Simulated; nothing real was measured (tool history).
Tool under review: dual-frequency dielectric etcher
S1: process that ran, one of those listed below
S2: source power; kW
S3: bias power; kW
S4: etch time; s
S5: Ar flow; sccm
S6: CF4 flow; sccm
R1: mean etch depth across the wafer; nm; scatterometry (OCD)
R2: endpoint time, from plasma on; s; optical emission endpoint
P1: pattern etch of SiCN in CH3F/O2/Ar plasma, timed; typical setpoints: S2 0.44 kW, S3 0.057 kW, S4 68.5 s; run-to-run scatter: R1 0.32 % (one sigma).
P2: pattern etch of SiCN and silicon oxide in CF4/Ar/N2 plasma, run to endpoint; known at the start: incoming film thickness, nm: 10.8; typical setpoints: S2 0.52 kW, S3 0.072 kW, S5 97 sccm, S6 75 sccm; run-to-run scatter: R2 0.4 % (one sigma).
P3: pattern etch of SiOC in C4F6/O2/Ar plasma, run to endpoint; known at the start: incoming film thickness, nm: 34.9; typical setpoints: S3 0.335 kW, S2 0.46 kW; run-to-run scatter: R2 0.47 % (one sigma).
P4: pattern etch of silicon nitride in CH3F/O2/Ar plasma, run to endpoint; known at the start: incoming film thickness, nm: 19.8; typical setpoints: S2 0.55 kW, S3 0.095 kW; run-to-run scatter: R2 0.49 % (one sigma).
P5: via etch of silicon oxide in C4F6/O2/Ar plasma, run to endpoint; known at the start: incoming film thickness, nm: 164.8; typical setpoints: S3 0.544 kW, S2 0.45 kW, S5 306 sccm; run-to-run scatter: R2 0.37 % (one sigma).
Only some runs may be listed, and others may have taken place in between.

run 1 hour=6 | S1=P1 S2=0.44 S3=0.057 S4=68.5 | R1=23.303
run 2 hour=15.4 | S1=P5 S2=0.45 S3=0.684 S5=306 | R2=30.099
run 3 hour=20.3 | S1=P4 S2=0.7 S3=0.095 | R2=20.932
run 4 hour=28.7 | S1=P2 S2=0.52 S3=0.046 S5=97 S6=75 | R2=12.558
-- hour=29.5 source power generator calibrated
run 5 hour=39 | S1=P5 S2=0.45 S3=0.544 S5=306 | R2=32.987
run 6 hour=46.2 | S1=P2 S2=0.52 S3=0.072 S5=97 S6=75 | R2=10.929
run 7 hour=57.1 | S1=P1 S2=0.44 S3=0.057 S4=68.5 | R1=23.416
run 8 hour=64.2 | S1=P3 S2=0.31 S3=0.335 | R2=14.819
run 9 hour=72.7 | S1=P5 S2=0.45 S3=0.544 S5=306 | R2=32.924
run 10 hour=81.3 | S1=P3 S2=0.46 S3=0.461 | R2=11.41
run 11 hour=91.3 | S1=P1 S2=0.44 S3=0.046 S4=68.5 | R1=21.691
run 12 hour=102.2 | S1=P1 S2=0.56 S3=0.048 S4=68.5 | R1=24.297
run 13 hour=107.4 | S1=P1 S2=0.53 S3=0.038 S4=68.5 | R1=22.087
run 14 hour=112.8 | S1=P4 S2=0.55 S3=0.095 | R2=23.001
run 15 hour=123.3 | S1=P1 S2=0.44 S3=0.057 S4=68.5 | R1=23.384
run 16 hour=129.6 | S1=P1 S2=0.57 S3=0.057 S4=68.5 | R1=25.867
-- hour=131.2 bias power generator calibrated
run 17 hour=140.7 | S1=P4 S2=0.55 S3=0.095 | R2=23.14
run 18 hour=145.8 | S1=P1 S2=0.44 S3=0.076 S4=68.5 | R1=25.722
run 19 hour=156.2 | S1=P1 S2=0.44 S3=0.057 S4=68.5 | R1=23.365
run 20 hour=161.4 | S1=P2 S2=0.52 S3=0.072 S5=116 S6=75 | R2=11.262
run 21 hour=168.5 | S1=P5 S2=0.36 S3=0.544 S5=306 | R2=35.807
run 22 hour=177 | S1=P1 S2=0.44 S3=0.057 S4=91 | R1=31.114
run 23 hour=186.1 | S1=P2 S2=0.52 S3=0.072 S5=97 S6=93 | R2=10.628
run 24 hour=194.8 | S1=P1 S2=0.54 S3=0.057 S4=84 | R1=31.233
run 25 hour=200.5 | S1=P2 S2=0.71 S3=0.072 S5=97 S6=75 | R2=8.3783
run 26 hour=206.5 | S1=P1 S2=0.44 S3=0.057 S4=37.5 | R1=12.818
run 27 hour=214.1 | S1=P3 S2=0.46 S3=0.335 | R2=12.731
run 28 hour=224.8 | S1=P1 S2=0.34 S3=0.057 S4=68.5 | R1=21.08
run 29 hour=232.1 | S1=P5 S2=0.45 S3=0.544 S5=230 | R2=31.855
run 30 hour=241 | S1=P1 S2=0.44 S3=0.057 S4=68.5 | R1=23.465
run 31 hour=251.1 | S1=P4 S2=0.55 S3=0.064 | R2=26.497
run 32 hour=261.1 | S1=P1 S2=0.44 S3=0.057 S4=68.5 | R1=23.22
run 33 hour=270.2 | S1=P1 S2=0.44 S3=0.057 S4=68.5 | R1=23.276
run 34 hour=281.4 | S1=P1 S2=0.44 S3=0.057 S4=68.5 | R1=23.009
run 35 hour=292.7 | S1=P1 S2=0.44 S3=0.057 S4=68.5 | R1=23.034

What does the tool deliver on the next run?
run 36 hour=302.3 | S1=P1 S2=0.44 S3=0.057 S4=68.5 | R1=?

R1: 23.053 nm
